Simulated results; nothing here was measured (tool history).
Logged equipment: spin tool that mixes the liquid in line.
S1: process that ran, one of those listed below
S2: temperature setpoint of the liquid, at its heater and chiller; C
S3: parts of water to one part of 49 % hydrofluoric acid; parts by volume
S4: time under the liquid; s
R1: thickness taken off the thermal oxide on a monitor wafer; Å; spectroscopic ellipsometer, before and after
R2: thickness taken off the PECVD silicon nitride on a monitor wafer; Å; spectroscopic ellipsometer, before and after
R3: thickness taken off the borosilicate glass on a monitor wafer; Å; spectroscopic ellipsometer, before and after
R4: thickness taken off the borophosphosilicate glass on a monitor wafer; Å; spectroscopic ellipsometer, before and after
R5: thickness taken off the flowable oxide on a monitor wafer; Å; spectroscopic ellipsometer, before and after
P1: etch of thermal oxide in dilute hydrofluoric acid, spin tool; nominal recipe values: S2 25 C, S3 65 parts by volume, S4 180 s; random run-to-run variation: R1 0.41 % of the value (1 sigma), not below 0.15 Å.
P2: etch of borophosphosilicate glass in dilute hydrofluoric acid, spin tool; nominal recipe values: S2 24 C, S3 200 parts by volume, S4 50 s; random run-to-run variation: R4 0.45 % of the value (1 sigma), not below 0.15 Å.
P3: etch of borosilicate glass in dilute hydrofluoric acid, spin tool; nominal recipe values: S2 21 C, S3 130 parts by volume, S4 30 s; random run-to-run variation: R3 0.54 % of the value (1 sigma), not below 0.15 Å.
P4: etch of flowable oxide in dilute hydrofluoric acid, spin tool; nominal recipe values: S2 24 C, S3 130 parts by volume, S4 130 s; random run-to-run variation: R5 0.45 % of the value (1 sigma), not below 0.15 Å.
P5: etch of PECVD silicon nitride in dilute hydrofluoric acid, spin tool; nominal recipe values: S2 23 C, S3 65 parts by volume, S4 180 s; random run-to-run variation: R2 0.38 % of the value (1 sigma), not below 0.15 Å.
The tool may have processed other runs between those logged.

{"run": 1, "hour": 7.3, "S1": "P1", "S2": 25, "S3": 65, "S4": 180, "R1": 139.23}
{"run": 2, "hour": 15.6, "S1": "P5", "S2": 23, "S3": 65, "S4": 30, "R2": 13.398}
{"run": 3, "hour": 20.9, "S1": "P3", "S2": 21, "S3": 130, "S4": 30, "R3": 54.472}
{"run": 4, "hour": 27.8, "S1": "P1", "S2": 25, "S3": 65, "S4": 310, "R1": 240.79}
{"run": 5, "hour": 34.9, "S1": "P1", "S2": 25, "S3": 95, "S4": 180, "R1": 91.916}
{"run": 6, "hour": 39.7, "S1": "P1", "S2": 19, "S3": 35, "S4": 180, "R1": 209.19}
{"run": 7, "hour": 44.5, "S1": "P2", "S2": 24, "S3": 50, "S4": 50, "R4": 488.8}
{"run": 8, "hour": 50.1, "S1": "P1", "S2": 18, "S3": 65, "S4": 180, "R1": 105.22}
{"run": 9, "hour": 57.9, "S1": "P2", "S2": 24, "S3": 200, "S4": 50, "R4": 101.33}
{"run": 10, "hour": 63.8, "S1": "P1", "S2": 32.5, "S3": 65, "S4": 180, "R1": 188.03}
{"run": 11, "hour": 72.0, "S1": "P1", "S2": 25, "S3": 65, "S4": 180, "R1": 139.79}
{"run": 12, "hour": 79.5, "S1": "P3", "S2": 21, "S3": 130, "S4": 60, "R3": 108.29}
{"run": 13, "hour": 87.1, "S1": "P2", "S2": 28.5, "S3": 200, "S4": 50, "R4": 119.48}
{"run": 14, "hour": 91.1, "S1": "P4", "S2": 24, "S3": 130, "S4": 130, "R5": 370.27}
{"run": 15, "hour": 97.2, "S1": "P5", "S2": 23, "S3": 65, "S4": 180, "R2": 80.243}
{"run": 16, "hour": 104.0, "S1": "P3", "S2": 21, "S3": 30, "S4": 30, "R3": 265.8}
{"run": 17, "hour": 109.1, "S1": "P1", "S2": 25, "S3": 65, "S4": 180, "R1": 139.24}
{"run": 18, "hour": 117.2, "S1": "P1", "S2": 25, "S3": 65, "S4": 180, "R1": 139.58}
{"run": 19, "hour": 123.7, "S1": "P1", "S2": 25, "S3": 65, "S4": 180, "R1": 140.14}
{"run": 20, "hour": 130.3, "S1": "P2", "S2": 24, "S3": 200, "S4": 50, "R4": 101.34}
{"run": 21, "hour": 138.6, "S1": "P5", "S2": 23, "S3": 20, "S4": 180, "R2": 253.45}
{"run": 22, "hour": 146.2, "S1": "P4", "S2": 24, "S3": 130, "S4": 40, "R5": 114.99}
{"run": 23, "hour": 154.6, "S1": "P1", "S2": 25, "S3": 35, "S4": 180, "R1": 270.38}
{"run": 24, "hour": 162.7, "S1": "P1", "S2": 32.5, "S3": 40, "S4": 180, "R1": 315.7}
{"run": 25, "hour": 169.4, "S1": "P1", "S2": 25, "S3": 65, "S4": 180, "R1": 140.48}
{"run": 26, "hour": 174.9, "S1": "P2", "S2": 24, "S3": 200, "S4": 100, "R4": 202.57}
{"run": 27, "hour": 180.5, "S1": "P4", "S2": 24, "S3": 230, "S4": 130, "R5": 189.01}
{"run": 28, "hour": 188.4, "S1": "P4", "S2": 19.5, "S3": 130, "S4": 130, "R5": 311.25}
{"run": 29, "hour": 195.4, "S1": "P3", "S2": 17, "S3": 130, "S4": 30, "R3": 46.384}
{"run": 30, "hour": 202.9, "S1": "P1", "S2": 25, "S3": 65, "S4": 75, "R1": 58.396}
{"run": 31, "hour": 209.0, "S1": "P5", "S2": 29.5, "S3": 65, "S4": 180, "R2": 124.43}
{"run": 32, "hour": 212.8, "S1": "P3", "S2": 21, "S3": 130, "S4": 30, "R3": 54.162}
{"run": 33, "hour": 220.7, "S1": "P1", "S2": 25, "S3": 65, "S4": 180, "R1": 139.27}
{"run": 34, "hour": 227.4, "S1": "P1", "S2": 25, "S3": 65, "S4": 180, "R1": 146.37}
{"run": 35, "hour": 231.4, "S1": "P1", "S2": 25, "S3": 65, "S4": 180, "R1": 149.29}
{"run": 36, "hour": 236.0, "S1": "P1", "S2": 25, "S3": 65, "S4": 180, "R1": 148.49}
{"run": 37, "hour": 242.8, "S1": "P1", "S2": 25, "S3": 65, "S4": 180, "R1": 149.99}
{"run": 38, "hour": 246.7, "S1": "P1", "S2": 25, "S3": 65, "S4": 180, "R1": 150.42}
{"run": 39, "hour": 252.1, "S1": "P1", "S2": 25, "S3": 65, "S4": 180, "R1": 150.53}

Something has made what P1 gives creep away from where it was; the 2 causes below, each at its own stated size, fit the log equally well:
A: hydrofluoric acid flow above the setpoint (%) = 7.16
B: liquid hotter than its thermometer reads (K) = 1.88
The gradual shift began around hour 220.7.

Of the 4 check runs listed below, each run on one wafer and each result written as a question mark, which would let you distinguish the listed causes because they would give clearly different results?
{"run": "check 1", "hour": 257.5, "S1": "P4", "S2": 21, "S3": 130, "S4": 130, "R5": "?"}
{"run": "check 2", "hour": 257.5, "S1": "P5", "S2": 27, "S3": 65, "S4": 180, "R2": "?"}
{"run": "check 3", "hour": 257.5, "S1": "P2", "S2": 24, "S3": 65, "S4": 95, "R4": "?"}
{"run": "check 4", "hour": 257.5, "S1": "P3", "S2": 17.5, "S3": 130, "S4": 60, "R3": "?"}

If the cause were each of the candidates in turn, the checks would give the following:
check=check_1 result=R5 if_A=358.38 if_B=356.8
check=check_2 result=R2 if_A=112.83 if_B=119.07
check=check_3 result=R4 if_A=750.38 if_B=751.22
check=check_4 result=R3 if_A=101.73 if_B=101.62
Gap, in per cent, between the two causes that each check separates least, read from the result that separates them most: check 1 0.44 %; check 2 5.38 %; check 3 0.11 %; check 4 0.11 %
Only check 2 tells the causes apart: in the others they would give nearly the same result.

Running check 2 produced the following: R2 118.62 Å. Which one of the listed causes fits?

It is B: liquid hotter than its thermometer reads (K).
